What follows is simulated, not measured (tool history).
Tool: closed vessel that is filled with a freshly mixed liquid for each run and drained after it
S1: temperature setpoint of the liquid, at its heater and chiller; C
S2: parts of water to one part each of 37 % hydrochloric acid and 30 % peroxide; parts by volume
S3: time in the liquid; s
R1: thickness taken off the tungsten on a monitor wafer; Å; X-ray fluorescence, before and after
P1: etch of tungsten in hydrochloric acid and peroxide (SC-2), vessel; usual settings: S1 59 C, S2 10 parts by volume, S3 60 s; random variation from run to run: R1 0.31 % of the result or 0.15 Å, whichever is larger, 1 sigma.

run 1 hour=6.2 | S1=59 S2=10 S3=60 | R1=402.83
run 2 hour=11.5 | S1=44.5 S2=15 S3=60 | R1=109.39
run 3 hour=16.5 | S1=59 S2=10 S3=60 | R1=403.23
run 4 hour=22.2 | S1=59 S2=10 S3=115 | R1=772.57
run 5 hour=29.2 | S1=48 S2=10 S3=60 | R1=196.99
run 6 hour=36.3 | S1=59 S2=17 S3=60 | R1=253.46
run 7 hour=41 | S1=59 S2=10 S3=30 | R1=201.92
run 8 hour=45.3 | S1=59 S2=10 S3=60 | R1=402.09
run 9 hour=52.8 | S1=59 S2=4 S3=60 | R1=809.45
run 10 hour=59.3 | S1=71 S2=10 S3=60 | R1=830.46
run 11 hour=64 | S1=59 S2=10 S3=60 | R1=403.89
run 12 hour=68.9 | S1=59 S2=10 S3=60 | R1=403.28
run 13 hour=74 | S1=59 S2=10 S3=60 | R1=413.92
run 14 hour=81.5 | S1=59 S2=10 S3=60 | R1=422.83
run 15 hour=87.2 | S1=59 S2=10 S3=60 | R1=429.3
run 16 hour=95.2 | S1=59 S2=10 S3=60 | R1=432.9
run 17 hour=103 | S1=59 S2=10 S3=60 | R1=435.04
run 18 hour=108.4 | S1=59 S2=10 S3=60 | R1=435.18
run 19 hour=116 | S1=59 S2=10 S3=60 | R1=435.74
run 20 hour=122.8 | S1=59 S2=10 S3=60 | R1=437.12
run 21 hour=130.2 | S1=59 S2=10 S3=60 | R1=438.05
run 22 hour=135.2 | S1=59 S2=10 S3=60 | R1=437.19

What P1 gives has crept away from where it was. These 2 causes fit the log equally well, each at the size given:
A: liquid hotter than its thermometer reads (K) = 1.3
B: chemicals flow above the setpoint (%) = 10.4
The creep began at about hour 68.9.
Why every other cause is out:
peroxide weaker than its label (%): at most 8, which would move R1 by -7.4 %: too little, or the wrong way

4 check runs are offered, each on 2 wafers whose results are averaged, their results left as question marks. Which one tells the causes apart?
run check 1 hour=140.2 | S1=70 S2=10 S3=95 | R1=?
run check 2 hour=140.2 | S1=70 S2=10 S3=30 | R1=?
run check 3 hour=140.2 | S1=65.5 S2=10 S3=110 | R1=?
run check 4 hour=140.2 | S1=52.5 S2=4 S3=60 | R1=?

What each check would give under each cause:
check=check_1 result=R1 if_A=1349.3 if_B=1356.3
check=check_2 result=R1 if_A=426.1 if_B=428.31
check=check_3 result=R1 if_A=1195.6 if_B=1199.3
check=check_4 result=R1 if_A=577.68 if_B=566.17
How far apart the two closest causes lie, in the result that separates them most: check 1 0.52 %; check 2 0.52 %; check 3 0.31 %; check 4 2.01 %
Only check 4 tells the causes apart: in the others they would give nearly the same result.

Then check 4 was run and gave: R1 566.49 Å. Which cause is it?

It is B: chemicals flow above the setpoint (%).
